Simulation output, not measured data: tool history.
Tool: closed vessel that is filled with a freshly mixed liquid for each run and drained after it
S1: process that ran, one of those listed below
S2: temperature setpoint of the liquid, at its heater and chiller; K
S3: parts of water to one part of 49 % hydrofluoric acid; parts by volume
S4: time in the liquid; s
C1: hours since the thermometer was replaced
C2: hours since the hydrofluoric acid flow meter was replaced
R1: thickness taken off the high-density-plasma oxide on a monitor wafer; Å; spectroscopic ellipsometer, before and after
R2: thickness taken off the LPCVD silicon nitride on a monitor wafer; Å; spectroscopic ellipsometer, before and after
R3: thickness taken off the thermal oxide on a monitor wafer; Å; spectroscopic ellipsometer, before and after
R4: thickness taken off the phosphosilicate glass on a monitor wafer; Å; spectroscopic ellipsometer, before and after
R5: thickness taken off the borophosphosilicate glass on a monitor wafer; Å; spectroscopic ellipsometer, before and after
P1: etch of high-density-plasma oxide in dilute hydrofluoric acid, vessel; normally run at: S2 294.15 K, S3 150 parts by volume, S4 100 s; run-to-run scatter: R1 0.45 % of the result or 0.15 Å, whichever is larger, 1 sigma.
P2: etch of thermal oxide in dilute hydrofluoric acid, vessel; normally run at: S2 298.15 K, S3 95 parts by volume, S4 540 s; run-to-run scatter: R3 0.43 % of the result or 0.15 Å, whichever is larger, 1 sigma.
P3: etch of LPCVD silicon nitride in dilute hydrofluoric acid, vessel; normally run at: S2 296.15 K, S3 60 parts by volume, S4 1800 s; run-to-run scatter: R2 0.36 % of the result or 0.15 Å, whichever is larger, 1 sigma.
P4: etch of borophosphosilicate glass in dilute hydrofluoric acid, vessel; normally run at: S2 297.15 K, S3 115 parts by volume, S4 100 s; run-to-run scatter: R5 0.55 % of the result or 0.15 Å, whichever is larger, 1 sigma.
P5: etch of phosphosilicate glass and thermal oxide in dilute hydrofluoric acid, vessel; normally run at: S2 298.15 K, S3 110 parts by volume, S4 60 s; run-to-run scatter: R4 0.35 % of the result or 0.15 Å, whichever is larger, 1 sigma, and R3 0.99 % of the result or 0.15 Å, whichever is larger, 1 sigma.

Run 1, hour 7.4: S1 P1, S2 294.15 K, S3 150 parts by volume, S4 100 s; C1 479.5; C2 687.1. Result: R1 50.551 Å.
Run 2, hour 19.7: S1 P3, S2 296.15 K, S3 90 parts by volume, S4 1800 s; C1 491.8; C2 699.4. Result: R2 90.838 Å.
Run 3, hour 31.7: S1 P1, S2 294.15 K, S3 150 parts by volume, S4 195 s; C1 503.8; C2 711.4. Result: R1 98.640 Å.
Run 4, hour 41.2: S1 P2, S2 298.15 K, S3 95 parts by volume, S4 795 s; C1 513.3; C2 720.9. Result: R3 457.380 Å.
Run 5, hour 53.3: S1 P5, S2 306.15 K, S3 110 parts by volume, S4 60 s; C1 525.4; C2 733.0. Result: R3 34.199 Å, R4 1536.3 Å.
Run 6, hour 65.2: S1 P1, S2 294.15 K, S3 150 parts by volume, S4 30 s; C1 537.3; C2 744.9. Result: R1 15.559 Å.
Run 7, hour 78.4: S1 P5, S2 298.15 K, S3 110 parts by volume, S4 60 s; C1 550.5; C2 758.1. Result: R3 25.761 Å, R4 1139.4 Å.
Run 8, hour 87.0: S1 P4, S2 297.15 K, S3 35 parts by volume, S4 100 s; C1 559.1; C2 766.7. Result: R5 934.140 Å.
Run 9, hour 95.9: S1 P4, S2 297.15 K, S3 115 parts by volume, S4 30 s; C1 568.0; C2 775.6. Result: R5 77.012 Å.
Run 10, hour 106.9: S1 P1, S2 294.15 K, S3 150 parts by volume, S4 100 s; C1 579.0; C2 786.6. Result: R1 51.083 Å.
Run 11, hour 118.6: S1 P1, S2 294.15 K, S3 150 parts by volume, S4 100 s; C1 590.7; C2 798.3. Result: R1 50.796 Å.
Run 12, hour 125.8: S1 P1, S2 294.15 K, S3 90 parts by volume, S4 100 s; C1 597.9; C2 805.5. Result: R1 89.821 Å.
Run 13, hour 138.2: S1 P3, S2 296.15 K, S3 60 parts by volume, S4 670 s; C1 610.3; C2 817.9. Result: R2 50.143 Å.
Run 14, hour 145.5: S1 P4, S2 297.15 K, S3 115 parts by volume, S4 100 s; C1 617.6; C2 825.2. Result: R5 257.350 Å.
Run 15, hour 155.2: S1 P1, S2 294.15 K, S3 150 parts by volume, S4 100 s; C1 627.3; C2 834.9. Result: R1 51.209 Å.
Run 16, hour 164.6: S1 P3, S2 296.15 K, S3 60 parts by volume, S4 1800 s; C1 636.7; C2 844.3. Result: R2 135.140 Å.
Run 17, hour 172.6: S1 P1, S2 290.15 K, S3 150 parts by volume, S4 185 s; C1 644.7; C2 852.3. Result: R1 79.924 Å.
Run 18, hour 183.0: S1 P5, S2 298.15 K, S3 110 parts by volume, S4 115 s; C1 655.1; C2 862.7. Result: R3 49.548 Å, R4 2196.5 Å.
Run 19, hour 193.0: S1 P1, S2 290.65 K, S3 150 parts by volume, S4 100 s; C1 665.1; C2 872.7. Result: R1 44.752 Å.
Run 20, hour 203.9: S1 P1, S2 294.15 K, S3 270 parts by volume, S4 100 s; C1 676.0; C2 883.6. Result: R1 24.936 Å.
Run 21, hour 211.0: S1 P2, S2 298.15 K, S3 95 parts by volume, S4 540 s; C1 683.1; C2 890.7. Result: R3 309.330 Å.
Run 22, hour 220.4: S1 P5, S2 298.15 K, S3 45 parts by volume, S4 60 s; C1 692.5; C2 900.1. Result: R3 68.825 Å, R4 3028.9 Å.
Run 23, hour 230.7: S1 P4, S2 297.15 K, S3 115 parts by volume, S4 100 s; C1 702.8; C2 910.4. Result: R5 254.960 Å.
Run 24, hour 238.5: S1 P2, S2 290.65 K, S3 95 parts by volume, S4 540 s; C1 710.6; C2 918.2. Result: R3 228.990 Å.
Run 25, hour 251.3: S1 P1, S2 291.15 K, S3 150 parts by volume, S4 30 s; C1 723.4; C2 931.0. Result: R1 13.697 Å.
Run 26, hour 258.8: S1 P1, S2 300.65 K, S3 60 parts by volume, S4 100 s; C1 730.9; C2 938.5. Result: R1 183.590 Å.
Run 27, hour 266.4: S1 P3, S2 301.65 K, S3 60 parts by volume, S4 1800 s; C1 738.5; C2 946.1. Result: R2 193.590 Å.
Run 28, hour 273.6: S1 P1, S2 294.15 K, S3 150 parts by volume, S4 100 s; C1 745.7; C2 953.3. Result: R1 50.539 Å.
Run 29, hour 284.9: S1 P2, S2 298.15 K, S3 40 parts by volume, S4 540 s; C1 757.0; C2 964.6. Result: R3 793.790 Å.
Run 30, hour 292.5: S1 P1, S2 300.65 K, S3 150 parts by volume, S4 100 s; C1 764.6; C2 972.2. Result: R1 64.877 Å.
Run 31, hour 305.3: S1 P4, S2 300.65 K, S3 115 parts by volume, S4 100 s; C1 777.4; C2 985.0. Result: R5 292.770 Å.
Run 32, hour 318.1: S1 P1, S2 294.15 K, S3 150 parts by volume, S4 100 s; C1 790.2; C2 997.8. Result: R1 50.733 Å.
Run 33, hour 328.4: S1 P1, S2 294.15 K, S3 150 parts by volume, S4 100 s; C1 800.5; C2 1008.1. Result: R1 52.362 Å.

The next listed run, before its measurement:
Run 34, hour 340.1: S1 P1, S2 294.15 K, S3 150 parts by volume, S4 100 s; C1 812.2; C2 1019.8. Result: R1 ?.

R1: 53.818 Å
